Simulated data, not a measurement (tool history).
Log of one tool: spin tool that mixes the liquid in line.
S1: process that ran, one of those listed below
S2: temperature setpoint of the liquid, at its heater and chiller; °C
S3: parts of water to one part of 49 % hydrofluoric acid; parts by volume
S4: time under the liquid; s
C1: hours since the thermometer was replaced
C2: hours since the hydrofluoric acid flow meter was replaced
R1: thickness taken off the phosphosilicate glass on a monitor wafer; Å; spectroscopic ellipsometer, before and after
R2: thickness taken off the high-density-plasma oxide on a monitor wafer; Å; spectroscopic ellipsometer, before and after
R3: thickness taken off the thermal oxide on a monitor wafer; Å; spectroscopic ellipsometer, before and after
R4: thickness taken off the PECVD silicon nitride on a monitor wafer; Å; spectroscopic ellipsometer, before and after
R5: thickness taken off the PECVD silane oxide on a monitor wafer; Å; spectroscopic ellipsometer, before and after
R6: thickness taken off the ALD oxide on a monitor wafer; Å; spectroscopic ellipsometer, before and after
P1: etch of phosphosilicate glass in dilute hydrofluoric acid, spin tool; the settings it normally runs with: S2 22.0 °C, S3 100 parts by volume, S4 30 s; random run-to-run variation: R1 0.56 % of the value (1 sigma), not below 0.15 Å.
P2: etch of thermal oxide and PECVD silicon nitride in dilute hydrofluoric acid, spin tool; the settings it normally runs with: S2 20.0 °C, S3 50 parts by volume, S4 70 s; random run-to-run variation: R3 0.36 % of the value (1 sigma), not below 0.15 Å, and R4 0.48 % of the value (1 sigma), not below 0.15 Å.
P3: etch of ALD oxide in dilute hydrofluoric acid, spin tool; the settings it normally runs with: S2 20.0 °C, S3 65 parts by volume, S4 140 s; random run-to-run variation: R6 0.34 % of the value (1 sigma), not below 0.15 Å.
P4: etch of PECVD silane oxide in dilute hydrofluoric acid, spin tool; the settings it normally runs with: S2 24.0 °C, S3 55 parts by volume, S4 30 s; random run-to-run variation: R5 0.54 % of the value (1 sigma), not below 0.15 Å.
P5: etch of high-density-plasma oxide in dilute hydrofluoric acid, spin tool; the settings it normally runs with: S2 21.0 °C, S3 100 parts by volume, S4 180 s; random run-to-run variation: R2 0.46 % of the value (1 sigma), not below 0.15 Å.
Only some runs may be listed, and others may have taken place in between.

run,hour,S1,S2,S3,S4,C1,C2,R1,R2,R3,R4,R5,R6
1,8.0,P1,22.0,100,30,105.6,286.4,551.94,,,,,
2,17.9,P5,21.0,100,180,115.5,296.3,,120.46,,,,
3,30.0,P1,22.0,160,30,127.6,308.4,318.46,,,,,
4,35.4,P2,28.0,50,70,133.0,313.8,,,81.754,102.470,,
5,47.6,P4,28.0,55,30,145.2,326.0,,,,,237.33,
6,57.6,P2,20.0,50,105,155.2,336.0,,,88.206,89.817,,
7,68.5,P1,22.0,100,30,166.1,346.9,551.00,,,,,
8,80.6,P2,20.0,50,70,178.2,359.0,,,59.082,59.635,,
9,90.4,P2,20.0,50,70,188.0,368.8,,,58.911,59.413,,
10,96.5,P5,21.0,100,180,194.1,374.9,,119.42,,,,
11,104.2,P3,20.0,65,140,201.8,382.6,,,,,,383.70
12,111.2,P1,28.5,100,30,208.8,389.6,703.24,,,,,
13,119.9,P1,22.0,100,30,217.5,398.3,548.87,,,,,
14,127.8,P1,22.0,100,30,225.4,406.2,544.64,,,,,
15,134.0,P3,20.0,65,205,231.6,412.4,,,,,,563.95
16,139.9,P4,24.0,55,30,237.5,418.3,,,,,201.62,
17,146.5,P2,20.0,20,70,244.1,424.9,,,153.660,143.920,,
18,154.7,P4,24.0,55,30,252.3,433.1,,,,,202.00,
19,163.2,P3,20.0,65,140,260.8,441.6,,,,,,383.59
20,174.9,P1,22.0,100,30,272.5,453.3,546.43,,,,,
21,186.0,P1,22.0,40,30,283.6,464.4,1477.00,,,,,
22,197.7,P5,21.0,100,275,295.3,476.1,,184.58,,,,
23,205.4,P4,24.0,55,60,303.0,483.8,,,,,400.55,
24,212.1,P1,22.0,100,15,309.7,490.5,274.71,,,,,
25,218.2,P1,25.5,100,60,315.8,496.6,1254.40,,,,,
# hour 221.3: thermometer replaced
26,229.1,P1,17.0,100,30,7.9,507.5,444.60,,,,,
27,239.8,P1,22.0,100,30,18.6,518.2,546.74,,,,,
28,250.9,P1,22.0,100,55,29.7,529.3,1010.70,,,,,
# hour 253.8: hydrofluoric acid flow meter replaced
29,257.6,P5,21.0,35,180,36.4,3.8,,376.11,,,,
30,264.7,P1,22.0,100,30,43.5,10.9,549.52,,,,,
31,276.3,P5,17.0,100,180,55.1,22.5,,101.60,,,,
32,284.1,P3,20.0,90,140,62.9,30.3,,,,,,268.91
33,289.8,P3,26.5,65,140,68.6,36.0,,,,,,500.22
34,296.4,P4,24.0,95,30,75.2,42.6,,,,,110.04,
35,303.7,P1,22.0,100,30,82.5,49.9,551.96,,,,,
36,313.4,P1,22.0,100,30,92.2,59.6,529.53,,,,,
37,319.2,P1,22.0,100,30,98.0,65.4,525.83,,,,,
38,329.5,P1,22.0,100,30,108.3,75.7,524.98,,,,,
39,338.6,P1,22.0,100,30,117.4,84.8,519.19,,,,,
40,346.2,P1,22.0,100,30,125.0,92.4,513.71,,,,,
41,355.7,P1,22.0,100,30,134.5,101.9,519.04,,,,,
42,364.8,P1,22.0,100,30,143.6,111.0,514.63,,,,,
43,376.5,P1,22.0,100,30,155.3,122.7,514.16,,,,,
44,385.2,P1,22.0,100,30,164.0,131.4,518.88,,,,,

P1 no longer gives what it gave before; its output has crept away from where it was. The following 2 causes, each at its listed size, fit the log equally well:
A: liquid colder than its thermometer reads (K) = 1.67
B: hydrofluoric acid flow below the setpoint (%) = 5.84
The onset of the drift is placed at about hour 303.7.

Which of the 4 check runs listed below separates the causes, so that each cause would produce a clearly different result? Each run uses one wafer, and its results are marked with question marks.
check 1,393.9,P3,20.0,85,140,,,,,,,,?
check 2,393.9,P2,27.5,50,70,,,,,?,?,,
check 3,393.9,P5,21.0,60,180,,,,?,,,,
check 4,393.9,P4,24.0,55,60,,,,,,,?,

How each check would come out, cause by cause:
check,result,if A,if B
check 1,R6,267.75,268.72
check 2,R3,75.170,75.370
check 2,R4,88.445,93.085
check 3,R2,196.32,197.44
check 4,R5,377.82,379.44
Smallest distance between any two causes, each pair judged by its most separating result, in per cent: check 1 0.36 %; check 2 5.11 %; check 3 0.57 %; check 4 0.43 %
Check 2 distinguishes between the causes, while the remaining checks would return nearly the same result for all of them.

Check 2 has now been run. It gave: R3 74.875 Å; R4 93.155 Å. Which of the candidate causes is it?

The correct cause is B, namely: hydrofluoric acid flow below the setpoint (%).
